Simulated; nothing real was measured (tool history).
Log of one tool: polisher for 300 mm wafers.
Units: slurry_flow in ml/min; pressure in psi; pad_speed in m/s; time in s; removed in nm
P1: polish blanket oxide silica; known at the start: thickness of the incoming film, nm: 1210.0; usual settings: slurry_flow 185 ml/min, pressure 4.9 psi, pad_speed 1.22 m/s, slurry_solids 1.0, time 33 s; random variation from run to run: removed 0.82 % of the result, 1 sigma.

run   hour  slurry_flow  pressure  pad_speed  slurry_solids  time  wafers polished on this pad  hours since the slurry nozzle was cleaned  hours since the head pressure was calibrated  hours since the slurry blender was calibrated  hours since the conditioning disc was replaced  removed
  1   10.6          185       4.9       1.22            1.0    33                          481                                       64.7                                         166.9                                          222.8                                           100.0  112.780
  2   19.0          185       7.5       1.22            1.0    33                          557                                       73.1                                         175.3                                          231.2                                           108.4  170.820
  3   31.6          275       4.9       1.22            1.0    20                          672                                       85.7                                         187.9                                          243.8                                           121.0   71.626
  4   40.9          185       3.5       1.22            1.0    33                          756                                       95.0                                         197.2                                          253.1                                           130.3   80.885
  5   54.0          185       4.9       1.88            1.0    33                          875                                      108.1                                         210.3                                          266.2                                           143.4  158.020
  6   68.8          275       4.9       1.22            1.0    33                         1010                                      122.9                                         225.1                                          281.0                                           158.2  117.260
  7   79.5          185       4.9       1.22            1.0    33                         1107                                      133.6                                         235.8                                          291.7                                           168.9  111.490
  8   89.9          185       4.9       0.62            1.0    33                         1202                                      144.0                                         246.2                                          302.1                                           179.3   65.335
  9   99.4          185       4.9       1.22            1.0    44                         1288                                      153.5                                         255.7                                          311.6                                           188.8  148.960
 10  107.2          185       4.9       1.22            1.0    33                         1359                                      161.3                                         263.5                                          319.4                                           196.6  113.300
 11  115.8          185       4.9       1.22            1.5    33                         1437                                      169.9                                         272.1                                          328.0                                           205.2  133.240
 12  130.1          185       4.9       1.22            1.0    20                         1567                                      184.2                                         286.4                                          342.3                                           219.5   67.972
 13  137.9          110       4.9       1.22            1.0    33                         1638                                      192.0                                         294.2                                          350.1                                           227.3  100.680
 14  147.3          185       4.9       1.22            1.0    33                         1723                                      201.4                                         303.6                                          359.5                                           236.7  111.170
 15  154.2          185       4.9       1.22            0.6    33                         1786                                      208.3                                         310.5                                          366.4                                           243.6   85.311
 16  163.0          185       4.9       1.22            1.0    33                         1866                                      217.1                                         319.3                                          375.2                                           252.4  112.370
 17  177.9          185       4.9       1.22            1.0    33                         2001                                      232.0                                         334.2                                          390.1                                           267.3  108.280
 18  192.2          185       4.9       1.22            1.0    33                         2131                                      246.3                                         348.5                                          404.4                                           281.6  106.950
 19  205.3          185       4.9       1.22            1.0    33                         2250                                      259.4                                         361.6                                          417.5                                           294.7  103.750
 20  218.5          185       4.9       1.22            1.0    33                         2370                                      272.6                                         374.8                                          430.7                                           307.9  102.770
 21  226.3          185       4.9       1.22            1.0    33                         2441                                      280.4                                         382.6                                          438.5                                           315.7  103.940
 22  233.4          185       4.9       1.22            1.0    33                         2506                                      287.5                                         389.7                                          445.6                                           322.8  101.450
     235.5  -- conditioning disc replaced and pad reconditioned
     240.9  -- slurry nozzle cleaned
 23  243.6          185       4.9       1.22            1.0    33                         2598                                        2.8                                         399.9                                          455.8                                             8.1  102.340
     245.6  -- worn pad replaced by a new one
 24  255.1          185       4.9       1.22            1.0    33                           86                                       14.3                                         411.4                                          467.3                                            19.6  102.160
 25  268.2          185       4.9       1.22            1.0    33                          205                                       27.4                                         424.5                                          480.4                                            32.7  101.740
 26  278.7          185       4.9       1.22            1.0    33                          300                                       37.9                                         435.0                                          490.9                                            43.2  101.380

What P1 gives has crept away from where it was. These 2 causes fit the log equally well, each at the size given:
A: head's pressure below its setpoint, % = 9.44
B: abrasive missing from the slurry, % = 18.7
The creep began at about hour 163.0.
Why every other cause is out:
removal rate lost through wear of the pad, %: serviced at hour 245.6, which brought nothing back
slurry flow missing at the pad, %: serviced at hour 240.9, which brought nothing back
time polished since the conditioner stopped cutting, s: serviced at hour 235.5, which brought nothing back

4 check runs are offered, each on 5 wafers whose results are averaged, their results left as question marks. Which one tells the causes apart?
check 1  289.2          230       4.9       0.88            1.0    33                                                                                                                                                                                                                             ?
check 2  289.2          185       4.9       1.88            1.0    33                                                                                                                                                                                                                             ?
check 3  289.2          185       4.9       1.22            0.6    43                                                                                                                                                                                                                             ?
check 4  289.2          110       4.9       1.22            1.0    33                                                                                                                                                                                                                             ?

What each check would give under each cause:
  check   result     if A     if B
check 1  removed   80.537   80.514
check 2  removed  143.750  143.710
check 3  removed  101.710   99.063
check 4  removed   92.513   92.487
How far apart the two closest causes lie, in the result that separates them most: check 1 0.03 %; check 2 0.03 %; check 3 2.64 %; check 4 0.03 %
Only check 3 tells the causes apart: in the others they would give nearly the same result.

Check 3 was then run and gave: removed 98.770 nm. Which cause is it?

It is B: abrasive missing from the slurry, %.

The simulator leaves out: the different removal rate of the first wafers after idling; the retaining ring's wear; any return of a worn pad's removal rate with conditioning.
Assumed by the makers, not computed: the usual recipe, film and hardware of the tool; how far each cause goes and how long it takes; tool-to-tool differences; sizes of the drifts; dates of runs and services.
